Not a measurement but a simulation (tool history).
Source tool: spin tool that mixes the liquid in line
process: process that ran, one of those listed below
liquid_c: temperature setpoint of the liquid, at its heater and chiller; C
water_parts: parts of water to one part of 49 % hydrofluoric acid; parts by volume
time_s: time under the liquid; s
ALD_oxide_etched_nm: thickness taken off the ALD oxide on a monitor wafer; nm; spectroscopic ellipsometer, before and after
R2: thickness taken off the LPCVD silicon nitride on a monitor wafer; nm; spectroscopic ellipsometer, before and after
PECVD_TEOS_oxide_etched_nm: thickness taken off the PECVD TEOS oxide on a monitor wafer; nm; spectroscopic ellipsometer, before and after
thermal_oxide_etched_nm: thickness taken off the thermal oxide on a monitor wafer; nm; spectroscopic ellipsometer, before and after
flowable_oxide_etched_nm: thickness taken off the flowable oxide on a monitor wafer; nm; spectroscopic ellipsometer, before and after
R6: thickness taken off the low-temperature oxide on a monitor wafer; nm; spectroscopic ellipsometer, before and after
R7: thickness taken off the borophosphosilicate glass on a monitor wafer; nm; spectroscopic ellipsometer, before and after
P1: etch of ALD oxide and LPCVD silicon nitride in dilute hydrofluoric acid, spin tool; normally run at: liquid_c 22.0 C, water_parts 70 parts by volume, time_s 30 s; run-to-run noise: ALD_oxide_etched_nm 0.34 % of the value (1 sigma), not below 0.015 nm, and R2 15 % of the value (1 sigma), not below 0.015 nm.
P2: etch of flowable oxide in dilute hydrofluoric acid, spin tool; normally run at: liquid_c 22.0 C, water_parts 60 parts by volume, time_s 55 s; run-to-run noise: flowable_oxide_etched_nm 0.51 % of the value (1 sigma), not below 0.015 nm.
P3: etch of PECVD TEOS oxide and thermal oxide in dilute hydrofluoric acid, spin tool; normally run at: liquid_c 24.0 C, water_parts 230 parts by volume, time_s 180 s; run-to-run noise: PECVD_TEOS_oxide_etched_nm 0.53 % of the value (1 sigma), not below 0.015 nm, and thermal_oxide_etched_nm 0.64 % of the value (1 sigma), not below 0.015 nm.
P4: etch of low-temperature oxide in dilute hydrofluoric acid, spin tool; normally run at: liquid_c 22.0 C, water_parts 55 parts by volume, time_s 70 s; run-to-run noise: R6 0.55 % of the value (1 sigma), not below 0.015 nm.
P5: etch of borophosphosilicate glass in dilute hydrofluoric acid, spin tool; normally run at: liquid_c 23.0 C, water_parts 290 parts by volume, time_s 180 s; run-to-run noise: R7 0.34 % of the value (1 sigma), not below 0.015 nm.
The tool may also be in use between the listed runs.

run 1 hour=5.9 | process=P1 liquid_c=22.0 water_parts=70 time_s=30 | ALD_oxide_etched_nm=8.2597 R2=0.159890
run 2 hour=9.8 | process=P1 liquid_c=29.5 water_parts=70 time_s=55 | ALD_oxide_etched_nm=20.3770 R2=0.509890
run 3 hour=16.3 | process=P3 liquid_c=24.0 water_parts=230 time_s=180 | PECVD_TEOS_oxide_etched_nm=5.5894 thermal_oxide_etched_nm=3.17990
run 4 hour=21.6 | process=P2 liquid_c=22.0 water_parts=60 time_s=15 | flowable_oxide_etched_nm=8.1533
run 5 hour=25.6 | process=P4 liquid_c=29.0 water_parts=55 time_s=70 | R6=25.5080
run 6 hour=30.0 | process=P1 liquid_c=22.0 water_parts=20 time_s=30 | ALD_oxide_etched_nm=30.6520 R2=0.424530
run 7 hour=33.2 | process=P2 liquid_c=29.0 water_parts=60 time_s=55 | flowable_oxide_etched_nm=39.4850
run 8 hour=36.4 | process=P1 liquid_c=22.0 water_parts=110 time_s=30 | ALD_oxide_etched_nm=4.9700 R2=0.073023
run 9 hour=41.6 | process=P2 liquid_c=22.0 water_parts=60 time_s=55 | flowable_oxide_etched_nm=29.9950
run 10 hour=45.1 | process=P1 liquid_c=22.0 water_parts=70 time_s=30 | ALD_oxide_etched_nm=8.2523 R2=0.169980
run 11 hour=52.3 | process=P5 liquid_c=23.0 water_parts=510 time_s=180 | R7=12.485
run 12 hour=57.6 | process=P4 liquid_c=22.0 water_parts=55 time_s=70 | R6=19.2360
run 13 hour=62.1 | process=P4 liquid_c=22.0 water_parts=55 time_s=115 | R6=31.6230
run 14 hour=68.5 | process=P1 liquid_c=22.0 water_parts=70 time_s=15 | ALD_oxide_etched_nm=4.1247 R2=0.074124
run 15 hour=74.2 | process=P1 liquid_c=22.0 water_parts=70 time_s=50 | ALD_oxide_etched_nm=13.7590 R2=0.216540
run 16 hour=79.3 | process=P5 liquid_c=23.0 water_parts=290 time_s=75 | R7=11.007
run 17 hour=86.7 | process=P1 liquid_c=22.0 water_parts=70 time_s=30 | ALD_oxide_etched_nm=8.2530 R2=0.168310
run 18 hour=91.1 | process=P1 liquid_c=22.0 water_parts=70 time_s=30 | ALD_oxide_etched_nm=8.2741 R2=0.197200
run 19 hour=94.6 | process=P5 liquid_c=17.0 water_parts=290 time_s=180 | R7=21.240
run 20 hour=101.1 | process=P3 liquid_c=29.0 water_parts=230 time_s=180 | PECVD_TEOS_oxide_etched_nm=6.7091 thermal_oxide_etched_nm=3.74510
run 21 hour=108.2 | process=P1 liquid_c=22.0 water_parts=70 time_s=30 | ALD_oxide_etched_nm=8.2595 R2=0.148770
run 22 hour=114.4 | process=P1 liquid_c=26.0 water_parts=70 time_s=30 | ALD_oxide_etched_nm=9.6629 R2=0.242180
run 23 hour=120.5 | process=P1 liquid_c=22.0 water_parts=70 time_s=30 | ALD_oxide_etched_nm=8.2684 R2=0.194360
run 24 hour=127.4 | process=P5 liquid_c=23.0 water_parts=290 time_s=180 | R7=26.720
run 25 hour=132.7 | process=P1 liquid_c=17.0 water_parts=70 time_s=30 | ALD_oxide_etched_nm=6.6446 R2=0.129700
run 26 hour=136.7 | process=P4 liquid_c=22.0 water_parts=55 time_s=70 | R6=19.2620
run 27 hour=140.7 | process=P1 liquid_c=22.0 water_parts=70 time_s=30 | ALD_oxide_etched_nm=8.2737 R2=0.105190
run 28 hour=147.2 | process=P4 liquid_c=22.0 water_parts=105 time_s=70 | R6=9.4327
run 29 hour=154.5 | process=P3 liquid_c=24.0 water_parts=230 time_s=50 | PECVD_TEOS_oxide_etched_nm=1.5591 thermal_oxide_etched_nm=0.90899
run 30 hour=158.5 | process=P3 liquid_c=24.0 water_parts=40 time_s=180 | PECVD_TEOS_oxide_etched_nm=41.0300 thermal_oxide_etched_nm=22.74900

Run 31 comes next. What will it give?
run 31 hour=166.0 | process=P2 liquid_c=22.0 water_parts=105 time_s=55 | flowable_oxide_etched_nm=?

Logged for run 31: flowable_oxide_etched_nm 16.1470 nm.
